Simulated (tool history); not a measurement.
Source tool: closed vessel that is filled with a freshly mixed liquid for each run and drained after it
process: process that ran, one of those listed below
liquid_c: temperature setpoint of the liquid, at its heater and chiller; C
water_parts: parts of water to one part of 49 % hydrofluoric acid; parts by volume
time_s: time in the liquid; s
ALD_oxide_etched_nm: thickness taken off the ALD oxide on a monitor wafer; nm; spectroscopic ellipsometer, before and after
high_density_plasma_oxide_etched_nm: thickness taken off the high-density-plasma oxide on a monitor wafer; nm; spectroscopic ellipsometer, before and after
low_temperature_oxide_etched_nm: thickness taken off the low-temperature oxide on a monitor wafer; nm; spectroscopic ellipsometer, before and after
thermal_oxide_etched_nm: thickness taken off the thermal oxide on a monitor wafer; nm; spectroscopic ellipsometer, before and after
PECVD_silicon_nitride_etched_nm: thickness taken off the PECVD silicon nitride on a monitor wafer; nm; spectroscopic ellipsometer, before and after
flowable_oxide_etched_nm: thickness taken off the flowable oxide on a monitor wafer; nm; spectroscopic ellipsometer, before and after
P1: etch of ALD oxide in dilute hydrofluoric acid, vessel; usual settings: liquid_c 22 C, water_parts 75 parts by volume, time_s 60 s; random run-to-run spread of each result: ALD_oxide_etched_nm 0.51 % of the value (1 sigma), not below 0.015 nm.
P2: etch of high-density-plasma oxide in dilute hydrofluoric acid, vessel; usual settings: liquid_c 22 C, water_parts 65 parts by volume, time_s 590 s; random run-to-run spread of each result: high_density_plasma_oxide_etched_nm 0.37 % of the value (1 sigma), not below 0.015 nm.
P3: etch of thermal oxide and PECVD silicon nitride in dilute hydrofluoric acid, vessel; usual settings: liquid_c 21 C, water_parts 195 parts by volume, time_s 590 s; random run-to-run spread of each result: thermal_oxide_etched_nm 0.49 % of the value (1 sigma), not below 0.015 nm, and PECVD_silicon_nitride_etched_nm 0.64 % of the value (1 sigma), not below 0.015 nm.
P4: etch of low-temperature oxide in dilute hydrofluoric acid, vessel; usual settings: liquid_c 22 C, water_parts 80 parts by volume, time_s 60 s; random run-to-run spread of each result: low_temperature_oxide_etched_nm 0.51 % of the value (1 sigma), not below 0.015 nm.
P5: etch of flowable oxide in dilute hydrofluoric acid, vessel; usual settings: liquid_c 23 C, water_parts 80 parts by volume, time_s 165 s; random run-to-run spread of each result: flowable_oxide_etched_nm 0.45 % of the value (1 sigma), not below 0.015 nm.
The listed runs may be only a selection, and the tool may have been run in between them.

| run | hour | process | liquid_c | water_parts | time_s | ALD_oxide_etched_nm | high_density_plasma_oxide_etched_nm | low_temperature_oxide_etched_nm | thermal_oxide_etched_nm | PECVD_silicon_nitride_etched_nm | flowable_oxide_etched_nm |
|---|---|---|---|---|---|---|---|---|---|---|---|
| 1 | 5.5 | P1 | 22 | 75 | 60 | 9.852 |  |  |  |  |  |
| 2 | 11.6 | P2 | 22 | 65 | 1065 |  | 81.276 |  |  |  |  |
| 3 | 19 | P4 | 22 | 80 | 60 |  |  | 24.894 |  |  |  |
| 4 | 27 | P2 | 22 | 65 | 590 |  | 44.961 |  |  |  |  |
| 5 | 35.6 | P1 | 22 | 75 | 30 | 4.9086 |  |  |  |  |  |
| 6 | 42.3 | P3 | 21 | 50 | 590 |  |  |  | 56.455 | 15.869 |  |
| 7 | 50 | P1 | 22 | 75 | 60 | 9.8514 |  |  |  |  |  |
| 8 | 56.3 | P3 | 28.5 | 195 | 590 |  |  |  | 16.185 | 6.6583 |  |
| 9 | 64.7 | P5 | 23 | 80 | 165 |  |  |  |  |  | 55.203 |
| 10 | 73.3 | P1 | 22 | 125 | 60 | 5.5746 |  |  |  |  |  |
| 11 | 81.9 | P2 | 22 | 115 | 590 |  | 23.979 |  |  |  |  |
|  | 88.5 | thermometer replaced |
| 12 | 89.2 | P4 | 22 | 40 | 60 |  |  | 51.812 |  |  |  |
| 13 | 96 | P5 | 17 | 80 | 165 |  |  |  |  |  | 42.563 |
| 14 | 105.8 | P1 | 17 | 110 | 60 | 5.2434 |  |  |  |  |  |
| 15 | 113.7 | P1 | 22 | 75 | 60 | 9.8956 |  |  |  |  |  |
| 16 | 122.8 | P1 | 22 | 75 | 60 | 9.8795 |  |  |  |  |  |
| 17 | 129.4 | P1 | 22 | 75 | 105 | 17.432 |  |  |  |  |  |
| 18 | 135.5 | P1 | 28.5 | 75 | 60 | 12.698 |  |  |  |  |  |
| 19 | 143.2 | P3 | 21 | 195 | 1075 |  |  |  | 22.453 | 7.5988 |  |
| 20 | 148.7 | P5 | 23 | 80 | 165 |  |  |  |  |  | 54.667 |
| 21 | 153.5 | P1 | 22 | 75 | 60 | 9.7912 |  |  |  |  |  |
| 22 | 161 | P5 | 23 | 20 | 165 |  |  |  |  |  | 238.05 |
| 23 | 167.4 | P4 | 22 | 80 | 115 |  |  | 47.388 |  |  |  |
| 24 | 174.7 | P5 | 23 | 80 | 45 |  |  |  |  |  | 14.903 |
| 25 | 180.8 | P3 | 21 | 195 | 590 |  |  |  | 12.182 | 4.1851 |  |
| 26 | 190 | P1 | 22 | 20 | 60 | 39.38 |  |  |  |  |  |
| 27 | 194.9 | P1 | 17 | 75 | 105 | 14.069 |  |  |  |  |  |
| 28 | 203.7 | P1 | 22 | 75 | 60 | 9.7862 |  |  |  |  |  |
| 29 | 210 | P2 | 17 | 65 | 590 |  | 36.456 |  |  |  |  |
| 30 | 219.2 | P1 | 17 | 75 | 60 | 8.0265 |  |  |  |  |  |
| 31 | 226.8 | P1 | 22 | 110 | 30 | 3.2283 |  |  |  |  |  |
| 32 | 233 | P4 | 17 | 80 | 60 |  |  | 20.112 |  |  |  |
| 33 | 239.9 | P1 | 22 | 75 | 60 | 9.8483 |  |  |  |  |  |
| 34 | 249 | P1 | 22 | 75 | 60 | 9.3636 |  |  |  |  |  |
| 35 | 255.6 | P1 | 22 | 75 | 60 | 9.168 |  |  |  |  |  |
| 36 | 264.8 | P1 | 22 | 75 | 60 | 9.1417 |  |  |  |  |  |
| 37 | 269.4 | P1 | 22 | 75 | 60 | 9.0583 |  |  |  |  |  |
| 38 | 277 | P1 | 22 | 75 | 60 | 8.9943 |  |  |  |  |  |
| 39 | 283.6 | P1 | 22 | 75 | 60 | 8.9766 |  |  |  |  |  |
| 40 | 288.7 | P1 | 22 | 75 | 60 | 8.9732 |  |  |  |  |  |
| 41 | 293.1 | P1 | 22 | 75 | 60 | 8.9786 |  |  |  |  |  |

What P1 gives has crept off from where it sat before. The 2 causes that follow fit the log equally well, each at the size noted:
A: liquid colder than its thermometer reads (K) = 2.27
B: hydrofluoric acid flow below the setpoint (%) = 8.23
The creep began at about hour 239.9.

The check runs listed below each take one wafer, and their results are still question marks. Under which run would the listed causes lead to clearly different results?
| check 1 | 297.5 | P4 | 22 | 80 | 60 |  |  | ? |  |  |  |
| check 2 | 297.5 | P5 | 23 | 80 | 165 |  |  |  |  |  | ? |
| check 3 | 297.5 | P2 | 22 | 65 | 590 |  | ? |  |  |  |  |
| check 4 | 297.5 | P3 | 21 | 195 | 590 |  |  |  | ? | ? |  |

If the cause were each of the candidates in turn, the checks would give the following:
| check | result | if A | if B |
|---|---|---|---|
| check 1 | low_temperature_oxide_etched_nm | 22.575 | 22.559 |
| check 2 | flowable_oxide_etched_nm | 49.935 | 49.851 |
| check 3 | high_density_plasma_oxide_etched_nm | 40.852 | 40.92 |
| check 4 | thermal_oxide_etched_nm | 11.257 | 11.085 |
| check 4 | PECVD_silicon_nitride_etched_nm | 3.6097 | 3.8544 |
Separation of the two closest causes in each check, using whichever result separates them best: check 1 0.07 %; check 2 0.17 %; check 3 0.17 %; check 4 6.56 %
Of the check runs offered, only check 4 discriminates between the causes; the rest would read about the same regardless of which cause applies.

Check 4 was carried out, with these results: thermal_oxide_etched_nm 11.317 nm; PECVD_silicon_nitride_etched_nm 3.6133 nm. Which of the listed causes is responsible?

Of the candidate causes, it is A: liquid colder than its thermometer reads (K).
